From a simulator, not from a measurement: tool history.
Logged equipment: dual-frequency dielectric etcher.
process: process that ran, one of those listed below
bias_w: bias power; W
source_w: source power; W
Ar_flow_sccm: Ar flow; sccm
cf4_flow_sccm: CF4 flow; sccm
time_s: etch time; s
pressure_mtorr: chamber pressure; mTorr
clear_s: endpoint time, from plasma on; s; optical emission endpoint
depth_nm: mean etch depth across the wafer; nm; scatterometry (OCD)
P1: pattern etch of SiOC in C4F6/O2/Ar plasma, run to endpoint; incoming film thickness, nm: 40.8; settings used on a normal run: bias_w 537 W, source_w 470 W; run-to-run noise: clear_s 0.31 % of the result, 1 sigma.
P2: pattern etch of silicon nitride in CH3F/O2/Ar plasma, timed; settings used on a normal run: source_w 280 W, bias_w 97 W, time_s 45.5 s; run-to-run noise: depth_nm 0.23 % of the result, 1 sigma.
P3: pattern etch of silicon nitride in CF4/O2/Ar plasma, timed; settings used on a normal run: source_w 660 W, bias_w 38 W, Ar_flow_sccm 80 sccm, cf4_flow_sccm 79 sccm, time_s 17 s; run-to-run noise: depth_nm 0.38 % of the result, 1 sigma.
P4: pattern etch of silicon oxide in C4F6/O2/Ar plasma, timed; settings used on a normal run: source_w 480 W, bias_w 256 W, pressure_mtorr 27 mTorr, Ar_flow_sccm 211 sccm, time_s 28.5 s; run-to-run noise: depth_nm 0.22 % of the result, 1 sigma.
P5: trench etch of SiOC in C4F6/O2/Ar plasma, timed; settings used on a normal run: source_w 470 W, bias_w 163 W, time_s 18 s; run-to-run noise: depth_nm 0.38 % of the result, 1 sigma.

run	hour	process	bias_w	source_w	Ar_flow_sccm	cf4_flow_sccm	time_s	pressure_mtorr	hours since the last wet clean	hours since the last bias power generator calibration	hours since the last source power generator calibration	clear_s	depth_nm
1	4.1	P1	537	470					148.3	1641.4	592.8	12.746	
2	8.4	P3	38	660	80	79	17		152.6	1645.7	597.1		36.402
3	14	P3	38	660	80	79	17		158.2	1651.3	602.7		36.461
4	18.6	P3	38	660	61	79	17		162.8	1655.9	607.3		37.875
5	22.7	P1	356	470					166.9	1660	611.4	14.839	
6	26.2	P3	27	660	80	79	17		170.4	1663.5	614.9		32.889
7	29.6	P3	38	660	80	79	25		173.8	1666.9	618.3		53.342
8	33.9	P1	537	470					178.1	1671.2	622.6	12.824	
9	36.9	P1	537	590					181.1	1674.2	625.6	11.701	
10	40.7	P4	256	480	162		28.5	27	184.9	1678	629.4		113.1
11	44.8	P1	537	470					189	1682.1	633.5	12.776	
12	47.5	P2	125	280			45.5		191.7	1684.8	636.2		34.839
13	52.5	P3	38	660	80	110	17		196.7	1689.8	641.2		38.208
14	55.3	P1	537	360					199.5	1692.6	644	14.063	
15	59.2	P4	256	370	211		28.5	27	203.4	1696.5	647.9		99.341
16	64.2	P5	163	470			18		208.4	1701.5	652.9		38.253
17	68.7	P5	163	470			23		212.9	1706	657.4		48.807
18	72.5	P3	38	510	80	79	17		216.7	1709.8	661.2		29.113
19	77.7	P1	537	470					221.9	1715	666.4	12.816	
20	82	P1	338	340					226.2	1719.3	670.7	16.997	
21	86.4	P4	256	480	211		28.5	27	230.6	1723.7	675.1		109.81
22	89.6	P4	256	480	211		28.5	27	233.8	1726.9	678.3		109.55
23	94.4	P1	723	470					238.6	1731.7	683.1	11.387	
24	97.5	P2	97	280			30.5		241.7	1734.8	686.2		21.202
25	100	P1	537	470					244.2	1737.3	688.7	12.842	
26	105.6	P2	97	180			45.5		249.8	1742.9	694.3		26.929
27	108.5	P5	100	470			18		252.7	1745.8	697.2		33.192
28	112.7	P1	537	470					256.9	1750	701.4	12.775	
29	116.3	P4	188	480	211		28.5	27	260.5	1753.6	705		99.592
30	119.3	P4	256	480	211		38.5	27	263.5	1756.6	708		148.54
31	123.2	P4	256	480	211		28.5	34	267.4	1760.5	711.9		106.78
32	127.1	P5	163	270			18		271.3	1764.4	715.8		31.062
33	132	P5	163	470			18		276.2	1769.3	720.7		38.031
34	134.8	P2	97	280			45.5		279	1772.1	723.5		31.594
35	140.1	P1	537	470					284.3	1777.4	728.8	12.753	
36	143.9	P1	537	470					288.1	1781.2	732.6	12.845	
37	149.6	P1	537	470					293.8	1786.9	738.3	12.904	
38	154.1	P1	537	470					298.3	1791.4	742.8	12.942	
# hour 154.9: wet clean of the chamber
39	157.9	P1	537	470					3.1	1795.2	746.6	12.938	
40	160.9	P1	537	470					6.1	1798.2	749.6	12.972	
41	165.2	P1	537	470					10.4	1802.5	753.9	12.971	
42	169.2	P1	537	470					14.4	1806.5	757.9	12.935	
43	172.2	P1	537	470					17.4	1809.5	760.9	12.964	

The log shows P1 creeping away from where it was. Any of the 2 causes listed here, at the size stated for it, fits the log just as well as the others:
A: source power that arrives under what is set, % = 4.07
B: bias power that arrives under what is set, % = 4.02
The onset of the drift is placed at about hour 140.1.
Every other cause this tool's parts could produce, and why it does not fit the log:
chamber walls in a state that lowers the etch rate, %: was serviced at hour 154.9, once the creep was under way, yet the earlier output never came back

The list below offers 4 check runs, each averaging the results of 2 wafers, and shows each result as a question mark. For which of them would the listed causes give clearly different results?
check 1	175.2	P3	38	660	80	79	17						?
check 2	175.2	P2	97	280			45.5						?
check 3	175.2	P5	163	470			18						?
check 4	175.2	P4	256	480	211		28.5	27					?

Outcome of each check run for each possible cause:
check	result	if A	if B
check 1	depth_nm	35.186	35.989
check 2	depth_nm	31.159	31.162
check 3	depth_nm	37.663	37.808
check 4	depth_nm	108.01	108.25
How far apart the two closest causes lie, in the result that separates them most: check 1 2.26 %; check 2 0.01 %; check 3 0.38 %; check 4 0.22 %
Check 1 distinguishes between the causes, while the remaining checks would return nearly the same result for all of them.

Check 1 was carried out, with these results: depth_nm 36.004 nm. Which of the listed causes is responsible?

B is the cause: bias power that arrives under what is set, %.

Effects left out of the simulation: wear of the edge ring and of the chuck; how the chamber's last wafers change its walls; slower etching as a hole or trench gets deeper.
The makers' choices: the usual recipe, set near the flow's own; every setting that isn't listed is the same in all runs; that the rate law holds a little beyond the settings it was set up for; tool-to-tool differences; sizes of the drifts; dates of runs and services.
